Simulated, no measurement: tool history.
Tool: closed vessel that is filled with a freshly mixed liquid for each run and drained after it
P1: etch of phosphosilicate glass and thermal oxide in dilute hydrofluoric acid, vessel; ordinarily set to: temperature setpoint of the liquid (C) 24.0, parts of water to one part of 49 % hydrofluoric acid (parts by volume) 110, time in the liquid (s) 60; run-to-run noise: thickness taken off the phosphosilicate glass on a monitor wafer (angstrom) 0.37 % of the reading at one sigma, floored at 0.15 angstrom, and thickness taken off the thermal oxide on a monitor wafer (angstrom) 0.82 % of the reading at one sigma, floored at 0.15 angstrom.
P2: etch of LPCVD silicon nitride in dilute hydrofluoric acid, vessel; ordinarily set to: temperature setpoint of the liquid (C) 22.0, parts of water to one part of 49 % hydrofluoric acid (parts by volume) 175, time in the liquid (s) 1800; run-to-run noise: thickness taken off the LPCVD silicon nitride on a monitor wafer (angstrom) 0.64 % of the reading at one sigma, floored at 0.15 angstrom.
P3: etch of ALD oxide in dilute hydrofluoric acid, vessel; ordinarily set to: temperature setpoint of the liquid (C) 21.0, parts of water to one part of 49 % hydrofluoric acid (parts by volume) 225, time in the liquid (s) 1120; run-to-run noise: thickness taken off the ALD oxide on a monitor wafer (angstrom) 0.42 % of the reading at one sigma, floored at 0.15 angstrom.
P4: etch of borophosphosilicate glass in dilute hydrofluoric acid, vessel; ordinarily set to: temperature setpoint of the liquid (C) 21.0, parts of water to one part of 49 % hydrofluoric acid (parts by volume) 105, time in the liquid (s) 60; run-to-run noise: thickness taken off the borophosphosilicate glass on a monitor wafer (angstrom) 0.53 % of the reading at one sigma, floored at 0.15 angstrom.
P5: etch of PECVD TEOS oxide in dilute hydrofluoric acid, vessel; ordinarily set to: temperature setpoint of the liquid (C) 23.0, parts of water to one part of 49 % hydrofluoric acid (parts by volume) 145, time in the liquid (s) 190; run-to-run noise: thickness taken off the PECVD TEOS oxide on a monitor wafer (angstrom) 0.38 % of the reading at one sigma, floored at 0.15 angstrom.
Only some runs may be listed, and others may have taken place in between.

run,day,process that ran,temperature setpoint of the liquid (C),parts of water to one part of 49 % hydrofluoric acid (parts by volume),time in the liquid (s),hours since the thermometer was replaced,hours since the hydrofluoric acid flow meter was replaced,thickness taken off the phosphosilicate glass on a monitor wafer (angstrom),thickness taken off the thermal oxide on a monitor wafer (angstrom),thickness taken off the ALD oxide on a monitor wafer (angstrom),thickness taken off the PECVD TEOS oxide on a monitor wafer (angstrom),thickness taken off the borophosphosilicate glass on a monitor wafer (angstrom),thickness taken off the LPCVD silicon nitride on a monitor wafer (angstrom)
1,0.292,P1,24.0,110,60,378.6,467.0,908.82,25.459,,,,
2,0.521,P1,24.0,110,60,384.1,472.5,899.92,25.549,,,,
3,0.779,P3,21.0,225,510,390.3,478.7,,,247.28,,,
4,1.096,P5,17.0,145,190,397.9,486.3,,,,145.71,,
5,1.321,P4,21.0,105,60,403.3,491.7,,,,,134.900,
6,1.621,P5,23.0,145,285,410.5,498.9,,,,277.66,,
7,1.854,P1,31.0,110,60,416.1,504.5,1184.60,32.994,,,,
8,2.146,P1,24.0,110,60,423.1,511.5,906.56,25.482,,,,
9,2.446,P3,17.0,225,1120,430.3,518.7,,,463.61,,,
10,2.688,P1,24.0,185,60,436.1,524.5,490.80,13.802,,,,
11,3.008,P5,23.0,50,190,443.8,532.2,,,,602.77,,
12,3.271,P1,17.5,110,60,450.1,538.5,692.97,19.586,,,,
13,3.588,P5,23.0,145,190,457.7,546.1,,,,184.94,,
14,3.817,P4,21.0,180,60,463.2,551.6,,,,,73.010,
15,4.038,P2,22.0,175,30,468.5,556.9,,,,,,0.58005
16,4.267,P1,27.5,110,85,474.0,562.4,1469.00,41.235,,,,
17,4.417,P2,22.0,110,1800,477.6,566.0,,,,,,63.36100
18,4.608,P1,24.0,110,85,482.2,570.6,1284.60,36.117,,,,
19,4.796,P4,27.5,105,60,486.7,575.1,,,,,174.290,
20,4.979,P4,21.0,105,30,491.1,579.5,,,,,68.333,
21,5.208,P3,21.0,310,1120,496.6,585.0,,,363.21,,,
22,5.512,P2,22.0,175,1800,503.9,592.3,,,,,,40.47800
23,5.771,P2,30.0,175,1800,510.1,598.5,,,,,,66.65000
24,5.917,P3,21.0,225,1120,513.6,602.0,,,536.59,,,
25,6.158,P1,24.0,110,60,519.4,607.8,901.57,25.390,,,,
26,6.308,P1,24.0,110,30,523.0,611.4,450.99,12.834,,,,
27,6.467,P1,24.0,50,60,526.8,615.2,2143.60,60.519,,,,
28,6.688,P2,22.0,175,1800,532.1,620.5,,,,,,40.20000
29,6.996,P1,24.0,110,60,539.5,627.9,895.02,25.609,,,,
30,7.162,P1,24.0,110,60,543.5,631.9,880.87,24.944,,,,
31,7.417,P1,24.0,110,60,549.6,638.0,849.96,23.898,,,,
32,7.646,P1,24.0,110,60,555.1,643.5,843.25,23.948,,,,
33,7.929,P1,24.0,110,60,561.9,650.3,838.82,23.634,,,,
34,8.171,P1,24.0,110,60,567.7,656.1,841.82,23.710,,,,
35,8.379,P1,24.0,110,60,572.7,661.1,841.68,23.623,,,,

What P1 gives has crept off from where it sat before. The 2 causes that follow fit the log equally well, each at the size noted:
A: liquid colder than its thermometer reads (K) = 1.92
B: hydrofluoric acid flow below the setpoint (%) = 6.47
At approximately day 6.996, the process output began to creep.

Of the 4 check runs listed below, each run on one wafer and each result written as a question mark, which would let you distinguish the listed causes because they would give clearly different results?
check 1,8.588,P5,23.0,145,190,,,,,,?,,
check 2,8.588,P3,21.0,225,1120,,,,,?,,,
check 3,8.588,P2,22.0,175,1800,,,,,,,,?
check 4,8.588,P4,21.0,105,60,,,,,,,?,

Check results expected under each cause:
check,result,if A,if B
check 1,thickness taken off the PECVD TEOS oxide on a monitor wafer (angstrom),171.93,171.42
check 2,thickness taken off the ALD oxide on a monitor wafer (angstrom),504.37,499.88
check 3,thickness taken off the LPCVD silicon nitride on a monitor wafer (angstrom),35.27800,37.47000
check 4,thickness taken off the borophosphosilicate glass on a monitor wafer (angstrom),125.700,126.140
Smallest distance between any two causes, each pair judged by its most separating result, in per cent: check 1 0.3 %; check 2 0.89 %; check 3 6.03 %; check 4 0.35 %
Check 3 is the one run that separates the causes; every other check would come out nearly the same whichever cause is at work.

With check 3 done, the readings were: thickness taken off the LPCVD silicon nitride on a monitor wafer (angstrom) 37.14800. Identify which of the listed causes applies.

B is the cause: hydrofluoric acid flow below the setpoint (%).

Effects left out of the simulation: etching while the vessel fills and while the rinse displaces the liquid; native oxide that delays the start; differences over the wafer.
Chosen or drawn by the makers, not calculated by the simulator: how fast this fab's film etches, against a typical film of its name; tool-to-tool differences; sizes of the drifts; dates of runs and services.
